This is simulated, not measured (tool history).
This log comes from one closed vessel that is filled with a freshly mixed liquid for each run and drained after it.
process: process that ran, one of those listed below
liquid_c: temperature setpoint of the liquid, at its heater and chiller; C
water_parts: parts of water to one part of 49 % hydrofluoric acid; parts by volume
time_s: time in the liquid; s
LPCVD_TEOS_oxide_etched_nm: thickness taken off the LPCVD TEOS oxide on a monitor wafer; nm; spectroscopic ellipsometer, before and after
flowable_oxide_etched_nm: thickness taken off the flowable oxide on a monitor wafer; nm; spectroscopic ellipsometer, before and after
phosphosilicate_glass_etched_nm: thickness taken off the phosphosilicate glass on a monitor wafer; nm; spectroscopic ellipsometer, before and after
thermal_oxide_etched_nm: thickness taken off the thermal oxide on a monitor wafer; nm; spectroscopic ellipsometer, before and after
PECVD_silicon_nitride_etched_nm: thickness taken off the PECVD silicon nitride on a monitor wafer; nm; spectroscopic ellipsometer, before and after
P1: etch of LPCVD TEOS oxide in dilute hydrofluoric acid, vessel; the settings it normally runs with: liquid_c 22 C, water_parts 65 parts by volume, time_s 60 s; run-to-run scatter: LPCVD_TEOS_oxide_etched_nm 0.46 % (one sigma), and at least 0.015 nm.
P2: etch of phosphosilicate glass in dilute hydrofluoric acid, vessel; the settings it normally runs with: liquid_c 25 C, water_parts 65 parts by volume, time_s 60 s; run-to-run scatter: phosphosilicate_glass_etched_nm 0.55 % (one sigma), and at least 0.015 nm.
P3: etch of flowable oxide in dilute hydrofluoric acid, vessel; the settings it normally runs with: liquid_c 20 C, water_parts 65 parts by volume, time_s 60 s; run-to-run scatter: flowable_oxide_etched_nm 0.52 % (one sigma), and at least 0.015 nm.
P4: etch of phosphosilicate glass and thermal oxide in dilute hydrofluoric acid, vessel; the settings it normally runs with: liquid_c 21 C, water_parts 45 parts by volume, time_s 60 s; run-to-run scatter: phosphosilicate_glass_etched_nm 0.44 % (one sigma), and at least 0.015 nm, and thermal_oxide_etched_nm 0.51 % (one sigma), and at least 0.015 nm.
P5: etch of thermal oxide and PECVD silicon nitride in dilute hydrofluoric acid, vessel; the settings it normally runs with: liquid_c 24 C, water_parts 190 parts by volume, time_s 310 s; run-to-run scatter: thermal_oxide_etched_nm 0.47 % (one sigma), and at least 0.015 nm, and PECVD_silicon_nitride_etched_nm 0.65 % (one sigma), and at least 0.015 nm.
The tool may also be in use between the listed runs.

run,hour,process,liquid_c,water_parts,time_s,LPCVD_TEOS_oxide_etched_nm,flowable_oxide_etched_nm,phosphosilicate_glass_etched_nm,thermal_oxide_etched_nm,PECVD_silicon_nitride_etched_nm
1,8.8,P1,22,65,60,28.807,,,,
2,19,P3,20,65,60,,47.361,,,
3,27,P1,22,100,60,17.975,,,,
4,33.3,P2,25,65,100,,,347.03,,
5,40.6,P1,22,35,90,83.273,,,,
6,52,P3,20,20,60,,161.58,,,
7,60.5,P4,21,45,105,,,373.07,10.863,
8,66.8,P1,17,65,60,23.4,,,,
9,78,P3,17,65,60,,41.916,,,
10,84.9,P4,21,45,60,,,212.67,6.2164,
11,95.4,P1,25.5,65,60,33.318,,,,
12,106.8,P2,25,20,60,,,709.1,,
13,117.3,P5,24,40,310,,,,38.857,17.581
14,127.7,P5,24,190,310,,,,6.7967,3.756
15,135.5,P4,29,45,60,,,295.18,8.6304,
16,140.9,P1,22,65,60,29.047,,,,
17,148.3,P3,20,65,30,,23.669,,,
18,159.5,P2,25,65,60,,,206.35,,
19,169.5,P1,17,110,60,13.239,,,,
20,179.3,P1,22,65,60,29.113,,,,
21,184.5,P4,21,75,60,,,123.22,3.5933,
22,191.3,P4,21,45,60,,,213.32,6.2086,
23,198.6,P3,20,65,60,,47.253,,,
24,204.6,P5,24,190,30,,,,0.65538,0.37042
25,212,P1,29.5,65,30,19.495,,,,
26,218.6,P2,29,65,60,,,240.53,,
# hour 221.8: thermometer replaced
27,230.1,P1,22,65,115,55.576,,,,
28,235.4,P1,22,65,30,14.437,,,,
29,242.3,P5,30.5,190,310,,,,8.6632,5.5825
30,253.8,P1,22,65,60,28.84,,,,
31,262.9,P1,22,30,60,65.791,,,,
32,272.2,P1,22,65,60,29.232,,,,
33,280,P1,22,65,60,29.432,,,,
34,285.3,P1,22,65,60,29.806,,,,
35,293.6,P1,22,65,60,30.098,,,,
36,299.3,P1,22,65,60,30.076,,,,
37,309,P1,22,65,60,30.283,,,,
38,319.5,P1,22,65,60,30.559,,,,
39,324.5,P1,22,65,60,30.604,,,,
40,330.3,P1,22,65,60,30.536,,,,
41,335.5,P1,22,65,60,30.674,,,,
42,341.8,P1,22,65,60,30.806,,,,

What does the tool deliver on the next run?
43,347.1,P1,22,65,60,?,,,,

For run 43 the tool returned LPCVD_TEOS_oxide_etched_nm 30.677 nm.

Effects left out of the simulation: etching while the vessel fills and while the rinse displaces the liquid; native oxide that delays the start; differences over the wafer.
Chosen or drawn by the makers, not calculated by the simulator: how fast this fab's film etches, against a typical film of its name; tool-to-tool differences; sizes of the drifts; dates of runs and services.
